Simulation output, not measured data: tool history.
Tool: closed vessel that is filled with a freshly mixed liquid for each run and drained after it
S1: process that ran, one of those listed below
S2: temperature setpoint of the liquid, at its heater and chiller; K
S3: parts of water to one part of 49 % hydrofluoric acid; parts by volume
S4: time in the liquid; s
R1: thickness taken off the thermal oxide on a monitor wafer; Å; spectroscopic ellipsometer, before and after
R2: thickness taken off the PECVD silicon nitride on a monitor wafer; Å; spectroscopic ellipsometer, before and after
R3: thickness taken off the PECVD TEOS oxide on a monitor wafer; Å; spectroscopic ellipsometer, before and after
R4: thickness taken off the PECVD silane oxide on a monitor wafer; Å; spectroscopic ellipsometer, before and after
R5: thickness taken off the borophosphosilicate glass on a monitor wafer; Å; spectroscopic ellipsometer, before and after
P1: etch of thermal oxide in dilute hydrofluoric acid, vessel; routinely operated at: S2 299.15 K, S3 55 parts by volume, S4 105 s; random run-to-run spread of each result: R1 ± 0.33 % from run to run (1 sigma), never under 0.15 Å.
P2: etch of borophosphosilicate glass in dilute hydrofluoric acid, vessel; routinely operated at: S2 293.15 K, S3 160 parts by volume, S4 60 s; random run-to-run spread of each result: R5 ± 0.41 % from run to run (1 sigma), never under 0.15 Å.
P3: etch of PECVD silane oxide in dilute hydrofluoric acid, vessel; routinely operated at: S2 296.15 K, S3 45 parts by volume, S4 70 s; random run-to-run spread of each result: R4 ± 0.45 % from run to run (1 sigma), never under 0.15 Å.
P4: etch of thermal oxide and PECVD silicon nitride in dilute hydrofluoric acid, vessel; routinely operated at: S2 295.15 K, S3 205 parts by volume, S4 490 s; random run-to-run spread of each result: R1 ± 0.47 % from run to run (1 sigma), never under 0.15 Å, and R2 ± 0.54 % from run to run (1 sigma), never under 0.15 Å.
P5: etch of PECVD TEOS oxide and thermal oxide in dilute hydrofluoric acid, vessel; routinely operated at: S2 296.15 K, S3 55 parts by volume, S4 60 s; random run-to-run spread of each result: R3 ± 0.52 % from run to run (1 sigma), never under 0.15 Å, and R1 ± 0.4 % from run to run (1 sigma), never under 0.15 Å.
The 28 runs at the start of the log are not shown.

| run | hour | S1 | S2 | S3 | S4 | R1 | R2 | R3 | R4 | R5 |
|---|---|---|---|---|---|---|---|---|---|---|
| 29 | 124.4 | P2 | 293.15 | 160 | 100 |  |  |  |  | 164.06 |
| 30 | 128.5 | P1 | 299.15 | 55 | 160 | 156.29 |  |  |  |  |
| 31 | 134.4 | P2 | 293.15 | 45 | 60 |  |  |  |  | 402.56 |
| 32 | 138.3 | P3 | 290.15 | 45 | 70 |  |  |  | 451.86 |  |
| 33 | 142.1 | P1 | 299.15 | 55 | 105 | 102.46 |  |  |  |  |
| 34 | 147.4 | P1 | 299.15 | 55 | 105 | 99.183 |  |  |  |  |
| 35 | 152.7 | P1 | 299.15 | 55 | 105 | 97.519 |  |  |  |  |
| 36 | 157.6 | P1 | 299.15 | 55 | 105 | 97.381 |  |  |  |  |
| 37 | 163.3 | P1 | 299.15 | 55 | 105 | 95.94 |  |  |  |  |
| 38 | 168.2 | P1 | 299.15 | 55 | 105 | 95.648 |  |  |  |  |

Run 39 comes next. What will it give?
| 39 | 172.6 | P1 | 299.15 | 55 | 105 | ? |  |  |  |  |

{"run 39": {"R1": 95.452}}
